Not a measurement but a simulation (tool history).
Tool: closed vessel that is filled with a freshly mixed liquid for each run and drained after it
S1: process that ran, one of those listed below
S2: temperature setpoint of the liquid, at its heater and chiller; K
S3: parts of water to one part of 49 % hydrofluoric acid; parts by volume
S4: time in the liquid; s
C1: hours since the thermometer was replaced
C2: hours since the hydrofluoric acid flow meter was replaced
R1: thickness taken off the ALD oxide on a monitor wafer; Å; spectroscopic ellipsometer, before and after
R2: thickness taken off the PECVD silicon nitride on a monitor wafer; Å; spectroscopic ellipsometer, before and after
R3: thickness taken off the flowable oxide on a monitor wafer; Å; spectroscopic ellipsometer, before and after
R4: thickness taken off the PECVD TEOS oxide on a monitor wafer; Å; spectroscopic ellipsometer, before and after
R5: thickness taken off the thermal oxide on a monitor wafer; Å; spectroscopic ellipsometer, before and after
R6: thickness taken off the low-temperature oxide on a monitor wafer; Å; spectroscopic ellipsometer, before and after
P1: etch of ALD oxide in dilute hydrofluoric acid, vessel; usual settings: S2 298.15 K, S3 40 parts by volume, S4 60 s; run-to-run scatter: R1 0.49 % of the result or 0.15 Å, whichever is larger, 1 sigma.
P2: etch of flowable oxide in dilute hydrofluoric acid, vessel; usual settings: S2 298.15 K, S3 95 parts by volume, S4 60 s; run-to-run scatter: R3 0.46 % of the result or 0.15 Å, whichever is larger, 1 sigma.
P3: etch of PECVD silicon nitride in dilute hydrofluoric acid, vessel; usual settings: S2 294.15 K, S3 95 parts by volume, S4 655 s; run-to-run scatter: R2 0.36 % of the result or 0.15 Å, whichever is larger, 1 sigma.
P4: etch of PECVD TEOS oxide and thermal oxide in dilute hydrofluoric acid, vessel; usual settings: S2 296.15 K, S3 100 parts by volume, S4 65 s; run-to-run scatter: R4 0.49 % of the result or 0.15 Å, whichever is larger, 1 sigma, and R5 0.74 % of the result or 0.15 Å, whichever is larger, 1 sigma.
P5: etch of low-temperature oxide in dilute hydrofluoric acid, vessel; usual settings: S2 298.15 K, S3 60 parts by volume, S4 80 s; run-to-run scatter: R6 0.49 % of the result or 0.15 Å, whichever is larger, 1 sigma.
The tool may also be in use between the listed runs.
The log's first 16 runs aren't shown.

run,hour,S1,S2,S3,S4,C1,C2,R1,R2,R3,R4,R5,R6
17,63.5,P4,304.65,100,65,1905.6,698.6,,,,245.60,41.376,
18,65.7,P2,303.15,95,60,1907.8,700.8,,,503.92,,,
19,69.2,P1,298.15,40,60,1911.3,704.3,298.00,,,,,
20,72.7,P1,290.15,40,60,1914.8,707.8,213.45,,,,,
21,77.0,P5,298.15,60,120,1919.1,712.1,,,,,,562.88
22,81.5,P4,296.15,35,65,1923.6,716.6,,,,544.66,91.938,
23,85.9,P4,296.15,100,65,1928.0,721.0,,,,176.30,29.803,
24,89.0,P3,294.15,95,655,1931.1,724.1,,99.538,,,,
25,91.3,P3,294.15,95,655,1933.4,726.4,,99.607,,,,
26,93.5,P2,298.15,30,60,1935.6,728.6,,,1433.60,,,
27,96.8,P1,298.15,40,60,1938.9,731.9,299.50,,,,,
28,101.3,P5,294.15,60,80,1943.4,736.4,,,,,,317.96
29,104.8,P1,298.15,20,60,1946.9,739.9,613.24,,,,,

Forecast run 30:
30,107.0,P3,294.15,35,655,1949.1,742.1,,?,,,,

R2: 262.610 Å
